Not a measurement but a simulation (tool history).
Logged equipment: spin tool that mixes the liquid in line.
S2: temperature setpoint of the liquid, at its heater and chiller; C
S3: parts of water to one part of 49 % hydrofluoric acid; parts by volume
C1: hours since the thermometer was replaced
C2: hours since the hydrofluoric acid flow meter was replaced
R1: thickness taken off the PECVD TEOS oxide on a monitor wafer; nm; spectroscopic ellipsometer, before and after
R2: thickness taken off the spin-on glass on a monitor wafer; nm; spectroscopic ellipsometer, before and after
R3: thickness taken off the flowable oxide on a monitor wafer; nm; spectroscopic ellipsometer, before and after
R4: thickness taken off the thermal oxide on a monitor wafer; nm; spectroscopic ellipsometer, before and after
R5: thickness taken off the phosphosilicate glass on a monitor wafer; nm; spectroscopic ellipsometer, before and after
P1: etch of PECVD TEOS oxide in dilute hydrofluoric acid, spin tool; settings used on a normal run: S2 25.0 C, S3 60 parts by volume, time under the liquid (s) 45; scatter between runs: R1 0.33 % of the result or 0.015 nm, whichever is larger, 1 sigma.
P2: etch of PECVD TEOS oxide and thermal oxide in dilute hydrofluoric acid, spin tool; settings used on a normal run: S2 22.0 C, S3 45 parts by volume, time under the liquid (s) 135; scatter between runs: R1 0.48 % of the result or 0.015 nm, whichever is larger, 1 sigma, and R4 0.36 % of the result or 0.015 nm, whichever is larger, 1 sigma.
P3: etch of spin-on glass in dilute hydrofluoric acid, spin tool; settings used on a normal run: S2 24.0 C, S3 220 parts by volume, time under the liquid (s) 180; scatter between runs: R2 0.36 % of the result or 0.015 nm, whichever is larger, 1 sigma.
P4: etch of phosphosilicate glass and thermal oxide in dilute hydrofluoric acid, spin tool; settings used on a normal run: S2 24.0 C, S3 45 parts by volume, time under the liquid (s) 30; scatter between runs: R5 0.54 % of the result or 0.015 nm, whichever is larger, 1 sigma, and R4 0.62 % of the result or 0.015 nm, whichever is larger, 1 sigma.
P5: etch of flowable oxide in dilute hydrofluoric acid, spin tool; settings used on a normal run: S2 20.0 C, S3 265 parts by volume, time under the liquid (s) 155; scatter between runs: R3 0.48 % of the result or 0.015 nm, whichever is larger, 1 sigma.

Run 1, hour 4.4: process that ran P1, S2 25.0 C, S3 60 parts by volume, time under the liquid (s) 45; C1 1271.0; C2 1594.5. Result: R1 18.772 nm.
Run 2, hour 11.3: process that ran P3, S2 24.0 C, S3 220 parts by volume, time under the liquid (s) 180; C1 1277.9; C2 1601.4. Result: R2 20.028 nm.
Run 3, hour 18.4: process that ran P5, S2 20.0 C, S3 265 parts by volume, time under the liquid (s) 155; C1 1285.0; C2 1608.5. Result: R3 9.4605 nm.
Run 4, hour 23.2: process that ran P1, S2 25.0 C, S3 60 parts by volume, time under the liquid (s) 15; C1 1289.8; C2 1613.3. Result: R1 6.265 nm.
Run 5, hour 28.7: process that ran P5, S2 20.0 C, S3 410 parts by volume, time under the liquid (s) 155; C1 1295.3; C2 1618.8. Result: R3 5.3874 nm.
Run 6, hour 34.4: process that ran P1, S2 31.5 C, S3 20 parts by volume, time under the liquid (s) 45; C1 1301.0; C2 1624.5. Result: R1 77.715 nm.
Run 7, hour 40.5: process that ran P1, S2 25.0 C, S3 60 parts by volume, time under the liquid (s) 45; C1 1307.1; C2 1630.6. Result: R1 18.783 nm.
Run 8, hour 48.4: process that ran P3, S2 24.0 C, S3 220 parts by volume, time under the liquid (s) 25; C1 1315.0; C2 1638.5. Result: R2 2.792 nm.
Run 9, hour 55.3: process that ran P1, S2 25.0 C, S3 60 parts by volume, time under the liquid (s) 45; C1 1321.9; C2 1645.4. Result: R1 18.911 nm.
Run 10, hour 63.5: process that ran P1, S2 25.0 C, S3 60 parts by volume, time under the liquid (s) 45; C1 1330.1; C2 1653.6. Result: R1 18.842 nm.
Run 11, hour 68.1: process that ran P2, S2 22.0 C, S3 45 parts by volume, time under the liquid (s) 135; C1 1334.7; C2 1658.2. Result: R1 28.981 nm, R4 13.4700 nm.
Run 12, hour 73.0: process that ran P2, S2 22.0 C, S3 75 parts by volume, time under the liquid (s) 135; C1 1339.6; C2 1663.1. Result: R1 16.936 nm, R4 7.7852 nm.
Run 13, hour 79.5: process that ran P4, S2 24.0 C, S3 45 parts by volume, time under the liquid (s) 30; C1 1346.1; C2 1669.6. Result: R4 3.5431 nm, R5 63.325 nm.
Run 14, hour 85.1: process that ran P1, S2 33.0 C, S3 60 parts by volume, time under the liquid (s) 80; C1 1351.7; C2 1675.2. Result: R1 45.969 nm.
Run 15, hour 90.6: process that ran P1, S2 25.0 C, S3 60 parts by volume, time under the liquid (s) 70; C1 1357.2; C2 1680.7. Result: R1 29.370 nm.
Run 16, hour 96.7: process that ran P3, S2 24.0 C, S3 55 parts by volume, time under the liquid (s) 180; C1 1363.3; C2 1686.8. Result: R2 97.281 nm.
Run 17, hour 102.2: process that ran P4, S2 24.0 C, S3 45 parts by volume, time under the liquid (s) 15; C1 1368.8; C2 1692.3. Result: R4 1.7793 nm, R5 32.016 nm.
Run 18, hour 106.7: process that ran P1, S2 25.0 C, S3 60 parts by volume, time under the liquid (s) 45; C1 1373.3; C2 1696.8. Result: R1 18.733 nm.
Run 19, hour 112.3: process that ran P1, S2 25.0 C, S3 100 parts by volume, time under the liquid (s) 45; C1 1378.9; C2 1702.4. Result: R1 10.763 nm.
Run 20, hour 118.7: process that ran P1, S2 29.5 C, S3 60 parts by volume, time under the liquid (s) 45; C1 1385.3; C2 1708.8. Result: R1 22.557 nm.
Run 21, hour 122.5: process that ran P5, S2 27.0 C, S3 265 parts by volume, time under the liquid (s) 155; C1 1389.1; C2 1712.6. Result: R3 12.0590 nm.
Run 22, hour 129.9: process that ran P1, S2 20.5 C, S3 60 parts by volume, time under the liquid (s) 45; C1 1396.5; C2 1720.0. Result: R1 15.590 nm.
Run 23, hour 134.9: process that ran P5, S2 20.0 C, S3 265 parts by volume, time under the liquid (s) 230; C1 1401.5; C2 1725.0. Result: R3 14.1240 nm.
Run 24, hour 141.2: process that ran P4, S2 28.0 C, S3 45 parts by volume, time under the liquid (s) 30; C1 1407.8; C2 1731.3. Result: R4 4.1201 nm, R5 74.696 nm.
Run 25, hour 147.3: process that ran P1, S2 25.0 C, S3 35 parts by volume, time under the liquid (s) 45; C1 1413.9; C2 1737.4. Result: R1 33.431 nm.
Run 26, hour 151.6: process that ran P1, S2 25.0 C, S3 60 parts by volume, time under the liquid (s) 45; C1 1418.2; C2 1741.7. Result: R1 18.743 nm.
Run 27, hour 156.3: process that ran P2, S2 22.0 C, S3 45 parts by volume, time under the liquid (s) 135; C1 1422.9; C2 1746.4. Result: R1 29.106 nm, R4 13.4150 nm.
Run 28, hour 165.0: process that ran P2, S2 26.5 C, S3 45 parts by volume, time under the liquid (s) 135; C1 1431.6; C2 1755.1. Result: R1 35.264 nm, R4 16.1050 nm.
Run 29, hour 169.8: process that ran P4, S2 24.0 C, S3 70 parts by volume, time under the liquid (s) 30; C1 1436.4; C2 1759.9. Result: R4 2.1547 nm, R5 39.469 nm.
Run 30, hour 175.4: process that ran P1, S2 25.0 C, S3 60 parts by volume, time under the liquid (s) 45; C1 1442.0; C2 1765.5. Result: R1 18.864 nm.
Run 31, hour 182.7: process that ran P3, S2 17.0 C, S3 220 parts by volume, time under the liquid (s) 180; C1 1449.3; C2 1772.8. Result: R2 15.401 nm.
Run 32, hour 190.9: process that ran P1, S2 25.0 C, S3 90 parts by volume, time under the liquid (s) 80; C1 1457.5; C2 1781.0. Result: R1 21.425 nm.
Run 33, hour 199.4: process that ran P2, S2 22.0 C, S3 45 parts by volume, time under the liquid (s) 210; C1 1466.0; C2 1789.5. Result: R1 44.912 nm, R4 20.8850 nm.
Run 34, hour 207.6: process that ran P1, S2 25.0 C, S3 60 parts by volume, time under the liquid (s) 45; C1 1474.2; C2 1797.7. Result: R1 18.863 nm.
Run 35, hour 214.9: process that ran P1, S2 25.0 C, S3 60 parts by volume, time under the liquid (s) 45; C1 1481.5; C2 1805.0. Result: R1 17.977 nm.
Run 36, hour 223.2: process that ran P1, S2 25.0 C, S3 60 parts by volume, time under the liquid (s) 45; C1 1489.8; C2 1813.3. Result: R1 17.555 nm.
Run 37, hour 229.7: process that ran P1, S2 25.0 C, S3 60 parts by volume, time under the liquid (s) 45; C1 1496.3; C2 1819.8. Result: R1 17.440 nm.
Run 38, hour 233.7: process that ran P1, S2 25.0 C, S3 60 parts by volume, time under the liquid (s) 45; C1 1500.3; C2 1823.8. Result: R1 17.218 nm.
Run 39, hour 241.5: process that ran P1, S2 25.0 C, S3 60 parts by volume, time under the liquid (s) 45; C1 1508.1; C2 1831.6. Result: R1 17.282 nm.
Run 40, hour 249.2: process that ran P1, S2 25.0 C, S3 60 parts by volume, time under the liquid (s) 45; C1 1515.8; C2 1839.3. Result: R1 17.191 nm.
Run 41, hour 257.2: process that ran P1, S2 25.0 C, S3 60 parts by volume, time under the liquid (s) 45; C1 1523.8; C2 1847.3. Result: R1 17.195 nm.

What P1 gives has crept away from where it was. These 2 causes fit the log equally well, each at the size given:
A: liquid colder than its thermometer reads (K) = 2.34
B: hydrofluoric acid flow below the setpoint (%) = 8.45
The process output started creeping at around hour 207.6.

The list below offers 4 check runs, each averaging the results of 2 wafers, and shows each result as a question mark. For which of them would the listed causes give clearly different results?
Run check 1, hour 265.2: process that ran P2, S2 26.5 C, S3 45 parts by volume, time under the liquid (s) 135. Result: R1 ?, R4 ?.
Run check 2, hour 265.2: process that ran P3, S2 24.0 C, S3 60 parts by volume, time under the liquid (s) 35. Result: R2 ?.
Run check 3, hour 265.2: process that ran P4, S2 24.0 C, S3 60 parts by volume, time under the liquid (s) 15. Result: R4 ?, R5 ?.
Run check 4, hour 265.2: process that ran P5, S2 27.0 C, S3 265 parts by volume, time under the liquid (s) 155. Result: R3 ?.

What each check would give under each cause:
  check  result     if A     if B
check 1      R1   31.890   31.941
check 1      R4  14.6960  14.7190
check 2      R2   15.698   15.712
check 3      R4   1.1676   1.1687
check 3      R5   21.315   21.335
check 4      R3  11.1880  10.8240
Per-check spread between the two closest causes, in the result where they differ most: check 1 0.16 %; check 2 0.09 %; check 3 0.09 %; check 4 3.3 %
Of the check runs offered, only check 4 discriminates between the causes; the rest would read about the same regardless of which cause applies.

Then check 4 was run and gave: R3 11.1560 nm. Which cause is it?

A is the cause: liquid colder than its thermometer reads (K).

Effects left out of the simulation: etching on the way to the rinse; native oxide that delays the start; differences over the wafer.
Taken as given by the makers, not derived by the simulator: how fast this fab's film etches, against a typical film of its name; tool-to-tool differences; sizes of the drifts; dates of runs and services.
